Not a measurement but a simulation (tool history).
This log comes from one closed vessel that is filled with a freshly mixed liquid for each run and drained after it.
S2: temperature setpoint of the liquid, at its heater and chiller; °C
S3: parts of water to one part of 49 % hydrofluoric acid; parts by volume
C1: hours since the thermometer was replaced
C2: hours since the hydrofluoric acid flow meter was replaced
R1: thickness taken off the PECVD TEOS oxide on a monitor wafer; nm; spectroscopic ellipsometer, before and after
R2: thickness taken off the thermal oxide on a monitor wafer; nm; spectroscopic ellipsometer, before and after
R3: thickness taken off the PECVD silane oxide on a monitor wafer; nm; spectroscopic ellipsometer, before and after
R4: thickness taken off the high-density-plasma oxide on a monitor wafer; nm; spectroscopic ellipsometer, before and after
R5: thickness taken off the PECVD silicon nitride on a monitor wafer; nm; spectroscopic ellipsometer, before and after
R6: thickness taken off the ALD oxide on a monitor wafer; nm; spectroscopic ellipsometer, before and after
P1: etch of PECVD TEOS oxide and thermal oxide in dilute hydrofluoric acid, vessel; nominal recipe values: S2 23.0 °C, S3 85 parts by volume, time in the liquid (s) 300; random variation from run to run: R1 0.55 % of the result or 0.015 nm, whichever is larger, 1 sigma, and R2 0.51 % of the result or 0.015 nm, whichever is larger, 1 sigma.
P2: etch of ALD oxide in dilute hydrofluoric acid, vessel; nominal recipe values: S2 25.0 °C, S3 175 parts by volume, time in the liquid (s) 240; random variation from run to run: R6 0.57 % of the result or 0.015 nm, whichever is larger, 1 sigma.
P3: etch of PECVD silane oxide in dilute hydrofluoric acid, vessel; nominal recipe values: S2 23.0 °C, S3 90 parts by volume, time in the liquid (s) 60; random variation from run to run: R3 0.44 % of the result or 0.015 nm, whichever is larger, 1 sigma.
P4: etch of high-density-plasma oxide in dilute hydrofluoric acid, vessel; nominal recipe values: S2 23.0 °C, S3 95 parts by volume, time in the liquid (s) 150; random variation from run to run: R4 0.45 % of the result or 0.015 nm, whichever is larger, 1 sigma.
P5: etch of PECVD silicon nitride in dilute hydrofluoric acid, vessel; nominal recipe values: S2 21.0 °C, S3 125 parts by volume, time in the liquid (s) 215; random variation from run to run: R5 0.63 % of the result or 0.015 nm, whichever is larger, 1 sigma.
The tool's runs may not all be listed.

run 1 hour=6.1 | process_that_ran=P1 S2=23.0 S3=85 time_in_the_liquid_(s)=300 | C1=255.4 C2=231.3 | R1=42.1470 R2=15.4380
run 2 hour=12.3 | process_that_ran=P3 S2=23.0 S3=90 time_in_the_liquid_(s)=60 | C1=261.6 C2=237.5 | R3=32.519
run 3 hour=20.1 | process_that_ran=P1 S2=23.0 S3=85 time_in_the_liquid_(s)=300 | C1=269.4 C2=245.3 | R1=42.3460 R2=15.3080
run 4 hour=26.6 | process_that_ran=P1 S2=19.0 S3=85 time_in_the_liquid_(s)=300 | C1=275.9 C2=251.8 | R1=35.6520 R2=12.8670
run 5 hour=30.8 | process_that_ran=P4 S2=23.0 S3=95 time_in_the_liquid_(s)=235 | C1=280.1 C2=256.0 | R4=12.1190
run 6 hour=36.7 | process_that_ran=P1 S2=23.0 S3=50 time_in_the_liquid_(s)=50 | C1=286.0 C2=261.9 | R1=12.4400 R2=4.5937
run 7 hour=43.1 | process_that_ran=P1 S2=23.0 S3=85 time_in_the_liquid_(s)=300 | C1=292.4 C2=268.3 | R1=41.7790 R2=15.4140
run 8 hour=47.8 | process_that_ran=P1 S2=23.0 S3=85 time_in_the_liquid_(s)=300 | C1=297.1 C2=273.0 | R1=42.2930 R2=15.4820
run 9 hour=54.0 | process_that_ran=P1 S2=23.0 S3=85 time_in_the_liquid_(s)=515 | C1=303.3 C2=279.2 | R1=72.1260 R2=26.4390
run 10 hour=59.4 | process_that_ran=P1 S2=23.0 S3=85 time_in_the_liquid_(s)=60 | C1=308.7 C2=284.6 | R1=8.3616 R2=3.0769
run 11 hour=66.3 | process_that_ran=P5 S2=17.0 S3=125 time_in_the_liquid_(s)=215 | C1=315.6 C2=291.5 | R5=3.38490
run 12 hour=74.6 | process_that_ran=P4 S2=23.0 S3=175 time_in_the_liquid_(s)=150 | C1=323.9 C2=299.8 | R4=3.7769
run 13 hour=79.0 | process_that_ran=P1 S2=23.0 S3=120 time_in_the_liquid_(s)=300 | C1=328.3 C2=304.2 | R1=28.6830 R2=10.4420
run 14 hour=85.3 | process_that_ran=P4 S2=23.0 S3=95 time_in_the_liquid_(s)=150 | C1=334.6 C2=310.5 | R4=7.7524
run 15 hour=90.4 | process_that_ran=P2 S2=25.0 S3=175 time_in_the_liquid_(s)=360 | C1=339.7 C2=315.6 | R6=30.9310
run 16 hour=95.9 | process_that_ran=P2 S2=25.0 S3=175 time_in_the_liquid_(s)=240 | C1=345.2 C2=321.1 | R6=20.5500
run 17 hour=99.9 | process_that_ran=P2 S2=30.5 S3=175 time_in_the_liquid_(s)=240 | C1=349.2 C2=325.1 | R6=24.8200
run 18 hour=107.1 | process_that_ran=P3 S2=23.0 S3=125 time_in_the_liquid_(s)=60 | C1=356.4 C2=332.3 | R3=22.346
run 19 hour=112.3 | process_that_ran=P1 S2=23.0 S3=85 time_in_the_liquid_(s)=300 | C1=361.6 C2=337.5 | R1=42.0760 R2=15.3870
run 20 hour=118.8 | process_that_ran=P1 S2=28.0 S3=85 time_in_the_liquid_(s)=300 | C1=368.1 C2=344.0 | R1=51.0540 R2=18.8210
run 21 hour=123.8 | process_that_ran=P1 S2=23.0 S3=50 time_in_the_liquid_(s)=300 | C1=373.1 C2=349.0 | R1=74.0630 R2=27.3490
run 22 hour=128.2 | process_that_ran=P1 S2=23.0 S3=85 time_in_the_liquid_(s)=300 | C1=377.5 C2=353.4 | R1=42.0700 R2=15.3560
run 23 hour=135.4 | process_that_ran=P5 S2=21.0 S3=125 time_in_the_liquid_(s)=215 | C1=384.7 C2=360.6 | R5=4.49020
run 24 hour=143.0 | process_that_ran=P5 S2=21.0 S3=125 time_in_the_liquid_(s)=45 | C1=392.3 C2=368.2 | R5=0.95867
run 25 hour=148.8 | process_that_ran=P3 S2=23.0 S3=90 time_in_the_liquid_(s)=30 | C1=398.1 C2=374.0 | R3=16.174
run 26 hour=154.1 | process_that_ran=P4 S2=17.0 S3=95 time_in_the_liquid_(s)=150 | C1=403.4 C2=379.3 | R4=5.9955
run 27 hour=160.3 | process_that_ran=P5 S2=21.0 S3=55 time_in_the_liquid_(s)=215 | C1=409.6 C2=385.5 | R5=10.05300
run 28 hour=165.0 | process_that_ran=P3 S2=23.0 S3=90 time_in_the_liquid_(s)=60 | C1=414.3 C2=390.2 | R3=32.392
run 29 hour=169.8 | process_that_ran=P2 S2=25.0 S3=175 time_in_the_liquid_(s)=240 | C1=419.1 C2=395.0 | R6=20.5030
run 30 hour=173.7 | process_that_ran=P3 S2=29.0 S3=90 time_in_the_liquid_(s)=60 | C1=423.0 C2=398.9 | R3=40.706
run 31 hour=177.7 | process_that_ran=P5 S2=21.0 S3=125 time_in_the_liquid_(s)=215 | C1=427.0 C2=402.9 | R5=4.48690
run 32 hour=182.6 | process_that_ran=P2 S2=25.0 S3=315 time_in_the_liquid_(s)=240 | C1=431.9 C2=407.8 | R6=9.8783
run 33 hour=190.6 | process_that_ran=P1 S2=23.0 S3=85 time_in_the_liquid_(s)=300 | C1=439.9 C2=415.8 | R1=42.1740 R2=15.1960
run 34 hour=197.9 | process_that_ran=P1 S2=23.0 S3=85 time_in_the_liquid_(s)=300 | C1=447.2 C2=423.1 | R1=41.8400 R2=15.3250
run 35 hour=205.3 | process_that_ran=P1 S2=23.0 S3=85 time_in_the_liquid_(s)=300 | C1=454.6 C2=430.5 | R1=40.4930 R2=14.7830
run 36 hour=211.6 | process_that_ran=P1 S2=23.0 S3=85 time_in_the_liquid_(s)=300 | C1=460.9 C2=436.8 | R1=39.8350 R2=14.5130
run 37 hour=217.8 | process_that_ran=P1 S2=23.0 S3=85 time_in_the_liquid_(s)=300 | C1=467.1 C2=443.0 | R1=39.5880 R2=14.4880
run 38 hour=224.3 | process_that_ran=P1 S2=23.0 S3=85 time_in_the_liquid_(s)=300 | C1=473.6 C2=449.5 | R1=39.1740 R2=14.4600
run 39 hour=228.1 | process_that_ran=P1 S2=23.0 S3=85 time_in_the_liquid_(s)=300 | C1=477.4 C2=453.3 | R1=39.1430 R2=14.3200
run 40 hour=235.0 | process_that_ran=P1 S2=23.0 S3=85 time_in_the_liquid_(s)=300 | C1=484.3 C2=460.2 | R1=39.2340 R2=14.3280

The log shows P1 creeping away from where it was. Any of the 2 causes listed here, at the size stated for it, fits the log just as well as the others:
A: liquid colder than its thermometer reads (K) = 1.72
B: hydrofluoric acid flow below the setpoint (%) = 6.11
The creep began at about hour 197.9.

4 check runs are offered, one wafer each, their results left as question marks. Which one tells the causes apart?
run check 1 hour=241.9 | process_that_ran=P5 S2=21.0 S3=125 time_in_the_liquid_(s)=215 | R5=?
run check 2 hour=241.9 | process_that_ran=P2 S2=25.0 S3=175 time_in_the_liquid_(s)=240 | R6=?
run check 3 hour=241.9 | process_that_ran=P4 S2=23.0 S3=95 time_in_the_liquid_(s)=150 | R4=?
run check 4 hour=241.9 | process_that_ran=P3 S2=23.0 S3=90 time_in_the_liquid_(s)=60 | R3=?

What each check would give under each cause:
check=check_1 result=R5 if_A=4.00270 if_B=4.22560
check=check_2 result=R6 if_A=19.1760 if_B=18.9600
check=check_3 result=R4 if_A=7.1748 if_B=7.1682
check=check_4 result=R3 if_A=30.163 if_B=30.151
Separation of the two closest causes in each check, using whichever result separates them best: check 1 5.42 %; check 2 1.13 %; check 3 0.09 %; check 4 0.04 %
Check 1 is the one run that separates the causes; every other check would come out nearly the same whichever cause is at work.

After running check 1, the following was obtained: R5 4.00670 nm. Which cause does this point to?

The cause is A: liquid colder than its thermometer reads (K).

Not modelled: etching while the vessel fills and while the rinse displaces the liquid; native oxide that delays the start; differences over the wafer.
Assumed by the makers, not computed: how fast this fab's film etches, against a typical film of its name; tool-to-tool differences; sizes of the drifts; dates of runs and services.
